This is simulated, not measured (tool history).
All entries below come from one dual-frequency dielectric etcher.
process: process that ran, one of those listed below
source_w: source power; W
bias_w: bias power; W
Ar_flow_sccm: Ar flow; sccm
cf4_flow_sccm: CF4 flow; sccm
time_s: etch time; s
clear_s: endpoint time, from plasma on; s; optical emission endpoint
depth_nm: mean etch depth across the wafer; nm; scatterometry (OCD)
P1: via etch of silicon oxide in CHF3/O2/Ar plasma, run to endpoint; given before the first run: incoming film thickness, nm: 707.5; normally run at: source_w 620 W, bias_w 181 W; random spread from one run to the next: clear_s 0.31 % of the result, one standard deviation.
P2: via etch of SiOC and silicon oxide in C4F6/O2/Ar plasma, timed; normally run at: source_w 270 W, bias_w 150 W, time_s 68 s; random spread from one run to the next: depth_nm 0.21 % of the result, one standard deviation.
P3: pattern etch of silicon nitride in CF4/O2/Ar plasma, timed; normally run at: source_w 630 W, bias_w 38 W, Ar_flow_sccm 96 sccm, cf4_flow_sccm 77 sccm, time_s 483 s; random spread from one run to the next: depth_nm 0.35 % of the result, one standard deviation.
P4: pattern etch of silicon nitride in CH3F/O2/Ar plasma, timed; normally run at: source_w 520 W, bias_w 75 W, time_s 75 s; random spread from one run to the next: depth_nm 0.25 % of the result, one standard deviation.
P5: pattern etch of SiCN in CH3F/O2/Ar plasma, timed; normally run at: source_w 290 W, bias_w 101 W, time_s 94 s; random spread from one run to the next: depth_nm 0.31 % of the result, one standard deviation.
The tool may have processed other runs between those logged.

run   hour  process  source_w  bias_w  Ar_flow_sccm  cf4_flow_sccm  time_s  hours since the last wet clean  hours since the last source power generator calibration  hours since the last bias power generator calibration  clear_s  depth_nm
  1    3.8       P1       620     181                                                                217.4                                                    700.4                                                 2274.3   363.01
  2    9.9       P1       620     181                                                                223.5                                                    706.5                                                 2280.4   363.36
  3     16       P3       630      38            96             77     483                           229.6                                                    712.6                                                 2286.5             971.71
  4   22.3       P3       630      38            96             77   686.5                           235.9                                                    718.9                                                 2292.8             1393.2
  5   26.3       P1       820     181                                                                239.9                                                    722.9                                                 2296.8   326.94
      28.7  -- wet clean of the chamber
  6     31       P3       860      38            96             77     483                             2.3                                                    727.6                                                 2301.5             1286.7
  7   37.7       P1       740     117                                                                    9                                                    734.3                                                 2308.2   389.86
  8   42.7       P3       630      38            96             58     483                              14                                                    739.3                                                 2313.2             939.05
  9   46.2       P4       520      43                                   75                            17.5                                                    742.8                                                 2316.7             48.954
 10   50.1       P1       830     122                                                                 21.4                                                    746.7                                                 2320.6   369.71
 11   55.5       P1       620     181                                                                 26.8                                                    752.1                                                   2326   361.96
 12   61.1       P2       330     150                                   68                            32.4                                                    757.7                                                 2331.6             65.984
 13   64.6       P5       290     137                                   94                            35.9                                                    761.2                                                 2335.1             39.505
 14     72       P1       620     181                                                                 43.3                                                    768.6                                                 2342.5    363.3
 15     79       P5       290     101                                   94                            50.3                                                    775.6                                                 2349.5             34.996
 16   85.5       P2       270     193                                   68                            56.8                                                    782.1                                                   2356             66.245
 17   92.4       P3       630      38            65             77     483                            63.7                                                      789                                                 2362.9             1034.5
 18   97.8       P5       290     101                                   94                            69.1                                                    794.4                                                 2368.3             34.779
 19    104       P4       520      75                                 43.5                            75.3                                                    800.6                                                 2374.5             33.762
 20  109.2       P2       270     150                                   53                            80.5                                                    805.8                                                 2379.7             47.742
 21  115.4       P4       520      75                                   75                            86.7                                                      812                                                 2385.9             58.445
 22  120.1       P2       270     150                                   68                            91.4                                                    816.7                                                 2390.6             61.037
 23  126.9       P1       620     244                                                                 98.2                                                    823.5                                                 2397.4   327.88
 24  130.2       P3       630      24            96             77     483                           101.5                                                    826.8                                                 2400.7             844.54
 25  134.8       P3       630      38            96             77     483                           106.1                                                    831.4                                                 2405.3             976.91
 26  140.1       P4       310      75                                   75                           111.4                                                    836.7                                                 2410.6             48.031
 27    145       P1       620     142                                                                116.3                                                    841.6                                                 2415.5   395.99
 28  149.4       P2       270     150                                   68                           120.7                                                      846                                                 2419.9             61.152
 29  154.1       P5       290     101                                136.5                           125.4                                                    850.7                                                 2424.6             50.598
 30  157.5       P1       500     181                                                                128.8                                                    854.1                                                   2428   394.49
 31    161       P5       230     101                                   94                           132.3                                                    857.6                                                 2431.5             31.958
 32  167.4       P1       620     181                                                                138.7                                                      864                                                 2437.9   365.82
 33  173.4       P1       620     181                                                                144.7                                                      870                                                 2443.9   364.86
 34  178.6       P1       620     181                                                                149.9                                                    875.2                                                 2449.1   368.54
 35  185.6       P1       620     181                                                                156.9                                                    882.2                                                 2456.1   368.14
       186  -- wet clean of the chamber
 36  191.4       P1       620     181                                                                  5.5                                                      888                                                 2461.9   368.53

Predict the results of run 37:
 37  196.3       P1       620     181                                                                 10.4                                                    892.9                                                 2466.8        ?

clear_s: 369.33 s

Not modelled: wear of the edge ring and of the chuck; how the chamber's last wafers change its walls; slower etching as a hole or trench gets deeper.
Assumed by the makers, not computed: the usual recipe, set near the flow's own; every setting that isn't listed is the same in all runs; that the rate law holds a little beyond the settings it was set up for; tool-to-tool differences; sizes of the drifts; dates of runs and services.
